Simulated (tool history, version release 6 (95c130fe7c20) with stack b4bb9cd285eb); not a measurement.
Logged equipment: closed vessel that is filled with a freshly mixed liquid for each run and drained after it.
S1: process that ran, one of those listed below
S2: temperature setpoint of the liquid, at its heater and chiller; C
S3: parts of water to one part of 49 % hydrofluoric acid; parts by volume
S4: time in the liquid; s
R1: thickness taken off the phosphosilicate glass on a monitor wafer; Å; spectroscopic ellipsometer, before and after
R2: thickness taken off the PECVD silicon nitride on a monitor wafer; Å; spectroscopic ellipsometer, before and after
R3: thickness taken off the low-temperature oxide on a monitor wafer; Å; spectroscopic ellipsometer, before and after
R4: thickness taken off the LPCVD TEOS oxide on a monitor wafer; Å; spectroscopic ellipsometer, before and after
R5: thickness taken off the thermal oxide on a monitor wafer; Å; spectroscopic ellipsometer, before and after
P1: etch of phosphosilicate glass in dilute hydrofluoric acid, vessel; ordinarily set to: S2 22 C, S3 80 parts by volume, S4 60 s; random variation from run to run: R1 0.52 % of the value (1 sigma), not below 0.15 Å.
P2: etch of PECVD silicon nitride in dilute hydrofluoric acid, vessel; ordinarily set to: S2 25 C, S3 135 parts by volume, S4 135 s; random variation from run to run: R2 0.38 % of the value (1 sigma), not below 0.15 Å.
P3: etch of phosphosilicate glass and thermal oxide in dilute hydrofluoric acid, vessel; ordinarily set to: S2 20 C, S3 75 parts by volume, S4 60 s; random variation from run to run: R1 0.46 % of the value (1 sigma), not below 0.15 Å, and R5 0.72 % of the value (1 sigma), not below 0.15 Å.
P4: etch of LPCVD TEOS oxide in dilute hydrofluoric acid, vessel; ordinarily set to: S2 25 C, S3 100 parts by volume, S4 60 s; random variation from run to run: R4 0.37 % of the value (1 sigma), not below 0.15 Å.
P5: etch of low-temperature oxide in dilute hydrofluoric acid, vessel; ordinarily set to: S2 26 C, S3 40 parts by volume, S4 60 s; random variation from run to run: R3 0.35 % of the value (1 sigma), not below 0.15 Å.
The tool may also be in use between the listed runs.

run	hour	S1	S2	S3	S4	R1	R2	R3	R4	R5
1	3.1	P1	22	80	60	561.88				
2	8.1	P1	29.5	80	110	1389				
3	11.7	P2	17	135	135		35.304			
4	16	P1	18.5	80	60	486.7				
5	19.6	P2	25	135	255		115.07			
6	23.5	P1	22	80	60	562.11				
7	29.6	P5	26	40	85			328.18		
8	35.2	P1	22	80	105	982.65				
9	38.9	P4	25	100	90				245.25	
10	43.9	P1	22	80	60	564.93				
11	48.2	P5	32	40	60			293.91		
12	51.1	P1	22	80	60	565.17				
13	55.6	P1	22	45	60	1044.2				
14	59	P4	25	100	60				163.33	
15	61.7	P1	22	145	60	289.64				
16	66.7	P4	18	100	60				122.84	
17	69.7	P2	25	80	135		101.2			
18	73.7	P5	26	40	60			231.74		
19	77	P3	20	140	60	486.39				18.111
20	82.9	P5	26	40	60			231.82		
21	88.6	P1	22	80	60	559.51				
22	93.1	P3	17	75	60	848.65				31.753
23	97	P4	25	35	60				503.85	
24	100.7	P3	20	75	60	965.51				35.757
25	104.1	P1	22	80	30	277.16				
26	107.5	P1	22	45	105	1814.6				
27	113.5	P4	25	100	60				162.6	
28	116.4	P1	29.5	80	60	758.35				
29	121.9	P3	20	75	60	975.03				35.653
30	125.6	P2	25	135	135		60.801			
31	128.9	P1	29.5	110	60	533.66				
32	134.3	P3	20	75	30	484.31				17.641
33	138.8	P5	26	70	60			127.28		
34	144.3	P1	22	80	60	563.47				
35	147.5	P1	22	80	60	579.02				
36	150.1	P1	22	80	60	590.22				
37	154.3	P1	22	80	60	597.51				
38	157.1	P1	22	80	60	608.65				
39	161.9	P1	22	80	60	614.07				
40	166.9	P1	22	80	60	613.42				
41	171.4	P1	22	80	60	611.54				
42	174.6	P1	22	80	60	613.63				

The output of P1 has drifted from where it used to be. Each of the 2 causes below, taken at the size shown beside it, accounts for the log equally well:
A: hydrofluoric acid flow above the setpoint (%) = 8.9
B: liquid hotter than its thermometer reads (K) = 2.3
The gradual shift began around hour 144.3.

Consider the 4 single-wafer check runs listed below, results given as question marks: which one distinguishes between the causes by giving clearly different results for each?
check 1	177.8	P5	31.5	55	60			?		
check 2	177.8	P2	22	135	245		?			
check 3	177.8	P3	17	135	60	?				?
check 4	177.8	P4	20.5	100	60				?	

What each check would give under each cause:
check	result	if A	if B
check 1	R3	224.37	223.39
check 2	R2	98.479	105.27
check 3	R1	489.53	488.47
check 3	R5	18.325	18.286
check 4	R4	149.48	149.27
Minimum pairwise separation of causes per check, each pair taken at its best-separating result: check 1 0.44 %; check 2 6.67 %; check 3 0.22 %; check 4 0.14 %
Check 2 distinguishes between the causes, while the remaining checks would return nearly the same result for all of them.

Then check 2 was run and gave: R2 99.012 Å. Which cause is it?

The correct cause is A, namely: hydrofluoric acid flow above the setpoint (%).
